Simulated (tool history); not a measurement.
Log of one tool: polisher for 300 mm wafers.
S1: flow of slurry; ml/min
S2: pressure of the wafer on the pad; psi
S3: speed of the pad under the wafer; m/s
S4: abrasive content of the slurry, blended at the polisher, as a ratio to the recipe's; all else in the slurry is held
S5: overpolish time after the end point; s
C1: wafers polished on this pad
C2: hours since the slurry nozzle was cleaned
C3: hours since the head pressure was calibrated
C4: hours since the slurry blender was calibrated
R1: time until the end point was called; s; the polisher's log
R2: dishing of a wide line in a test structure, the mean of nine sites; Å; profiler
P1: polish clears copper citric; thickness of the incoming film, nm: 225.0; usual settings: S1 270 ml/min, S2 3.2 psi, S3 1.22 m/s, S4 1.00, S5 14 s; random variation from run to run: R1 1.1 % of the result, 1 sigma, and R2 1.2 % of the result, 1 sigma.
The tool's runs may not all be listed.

run	hour	S1	S2	S3	S4	S5	C1	C2	C3	C4	R1	R2
1	9.2	270	3.2	1.22	1.00	14	177	445.0	578.9	98.5	76.826	273.41
2	15.0	270	3.2	1.22	0.75	14	230	450.8	584.7	104.3	81.900	260.69
3	25.2	160	2.1	1.22	1.00	14	324	461.0	594.9	114.5	123.360	178.65
4	33.6	160	3.2	1.22	1.00	14	401	469.4	603.3	122.9	82.757	259.71
5	42.1	270	3.2	1.22	1.00	14	479	477.9	611.8	131.4	77.714	277.19
6	47.9	270	3.2	1.84	1.00	14	533	483.7	617.6	137.2	51.714	374.48
7	55.5	270	3.2	1.22	1.00	14	603	491.3	625.2	144.8	77.225	273.11
8	62.3	270	1.4	1.22	1.00	14	665	498.1	632.0	151.6	170.290	132.38
9	68.8	365	3.2	1.22	1.00	14	725	504.6	638.5	158.1	74.140	287.01
10	78.3	270	3.2	1.22	1.00	27	812	514.1	648.0	167.6	76.079	453.40
11	87.7	270	4.4	1.22	1.00	14	899	523.5	657.4	177.0	55.343	353.72
12	93.9	270	3.2	1.22	1.50	14	956	529.7	663.6	183.2	69.761	293.82
13	99.8	160	3.2	0.88	1.00	14	1010	535.6	669.5	189.1	115.750	199.72
14	109.2	270	3.2	1.22	1.00	8	1097	545.0	678.9	198.5	76.994	165.26
15	118.5	270	3.2	0.62	1.00	14	1182	554.3	688.2	207.8	149.820	151.80
16	124.5	270	3.2	1.22	1.00	14	1237	560.3	694.2	213.8	75.544	277.16
17	130.6	270	3.2	1.22	1.00	14	1293	566.4	700.3	219.9	77.469	271.83
18	140.6	270	3.2	1.22	1.00	14	1385	576.4	710.3	229.9	79.609	270.31
19	150.7	270	3.2	1.22	1.00	14	1478	586.5	720.4	240.0	80.020	269.34
# hour 156.5: head pressure recalibrated
20	157.3	270	3.2	1.22	1.00	14	1539	593.1	0.9	246.6	81.623	261.55
# hour 158.6: slurry blender recalibrated
21	163.5	270	3.2	1.22	1.00	14	1596	599.3	7.1	4.9	81.615	262.66
22	169.4	270	3.2	1.22	1.00	14	1650	605.2	13.0	10.8	80.613	262.42
23	175.1	270	3.2	1.22	1.00	14	1703	610.9	18.7	16.5	81.303	266.10
24	184.9	270	3.2	1.22	1.00	14	1793	620.7	28.5	26.3	79.834	259.46
25	192.1	270	3.2	1.22	1.00	14	1859	627.9	35.7	33.5	82.566	256.68
26	197.1	270	3.2	1.22	1.00	14	1905	632.9	40.7	38.5	81.499	262.68

What P1 gives has crept away from where it was. These 2 causes fit the log equally well, each at the size given:
A: slurry flow missing at the pad, % = 39.1
B: removal rate lost through wear of the pad, % = 6.07
The creep began at about hour 130.6.
Why every other cause is out:
head's pressure below its setpoint, %: serviced at hour 156.5, which brought nothing back
abrasive missing from the slurry, %: serviced at hour 158.6, which brought nothing back

4 check runs are offered, each on 5 wafers whose results are averaged, their results left as question marks. Which one tells the causes apart?
check 1	202.1	270	4.1	1.22	1.00	14					?	?
check 2	202.1	270	2.1	1.22	1.00	14					?	?
check 3	202.1	160	3.2	1.22	1.00	14					?	?
check 4	202.1	270	1.7	1.22	1.25	14					?	?

What each check would give under each cause:
check	result	if A	if B
check 1	R1	64.148	64.145
check 1	R2	321.58	321.59
check 2	R1	123.530	123.520
check 2	R2	179.97	179.97
check 3	R1	91.014	87.525
check 3	R2	238.07	246.15
check 4	R1	144.420	144.420
check 4	R2	155.56	155.57
How far apart the two closest causes lie, in the result that separates them most: check 1 0 %; check 2 0 %; check 3 3.91 %; check 4 0 %
Check 3 tells the causes apart: in the others they would give nearly the same result.

Then check 3 was run and gave: R1 91.471 s; R2 235.73 Å. Which cause is it?

It is A: slurry flow missing at the pad, %.
